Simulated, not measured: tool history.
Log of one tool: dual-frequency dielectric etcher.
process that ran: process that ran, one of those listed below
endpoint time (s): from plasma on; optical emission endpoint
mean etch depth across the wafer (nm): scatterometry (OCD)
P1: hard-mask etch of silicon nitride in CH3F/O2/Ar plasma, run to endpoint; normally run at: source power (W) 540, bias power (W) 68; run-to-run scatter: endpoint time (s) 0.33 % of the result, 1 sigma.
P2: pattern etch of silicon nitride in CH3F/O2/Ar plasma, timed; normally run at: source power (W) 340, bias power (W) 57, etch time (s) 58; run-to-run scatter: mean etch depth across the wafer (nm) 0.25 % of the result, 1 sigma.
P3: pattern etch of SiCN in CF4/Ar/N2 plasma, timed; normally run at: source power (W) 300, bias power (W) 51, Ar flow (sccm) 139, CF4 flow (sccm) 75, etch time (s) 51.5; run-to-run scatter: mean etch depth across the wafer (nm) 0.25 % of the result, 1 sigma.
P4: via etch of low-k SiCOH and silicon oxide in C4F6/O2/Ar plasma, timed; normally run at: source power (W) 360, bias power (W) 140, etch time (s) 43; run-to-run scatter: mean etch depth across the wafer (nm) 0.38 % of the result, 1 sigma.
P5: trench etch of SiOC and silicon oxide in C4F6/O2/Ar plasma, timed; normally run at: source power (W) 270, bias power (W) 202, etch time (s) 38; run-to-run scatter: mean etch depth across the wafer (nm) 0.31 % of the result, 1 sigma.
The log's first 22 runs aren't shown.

run,day,process that ran,source power (W),bias power (W),etch time (s),Ar flow (sccm),CF4 flow (sccm),hours since the last wet clean,hours since the last source power generator calibration,hours since the last bias power generator calibration,endpoint time (s),mean etch depth across the wafer (nm)
23,5.617,P1,540,68,,,,430.9,932.8,3454.1,61.947,
24,5.833,P5,270,202,38,,,436.1,938,3459.3,,66.698
25,6.162,P1,540,68,,,,444,945.9,3467.2,61.654,
26,6.45,P5,270,144,38,,,450.9,952.8,3474.1,,59.808
27,6.771,P3,300,51,51.5,139,75,458.6,960.5,3481.8,,26.392
28,7.088,P4,500,140,43,,,466.2,968.1,3489.4,,100.83
29,7.408,P3,300,51,51.5,139,61,473.9,975.8,3497.1,,25.548
30,7.558,P2,340,57,84.5,,,477.5,979.4,3500.7,,52.917
31,7.812,P1,540,68,,,,483.6,985.5,3506.8,61.798,
32,8.15,P1,540,68,,,,491.7,993.6,3514.9,62.175,
33,8.483,P1,540,68,,,,499.7,1001.6,3522.9,62.61,
34,8.688,P1,540,68,,,,504.6,1006.5,3527.8,62.759,
35,8.883,P1,540,68,,,,509.3,1011.2,3532.5,62.982,
36,9.083,P1,540,68,,,,514.1,1016,3537.3,62.788,

Run 37 comes next. What will it give?
# day 9.167: wet clean of the chamber
37,9.392,P1,540,68,,,,5.5,1023.4,3544.7,?,

Run 37 gave endpoint time (s) 63.007.
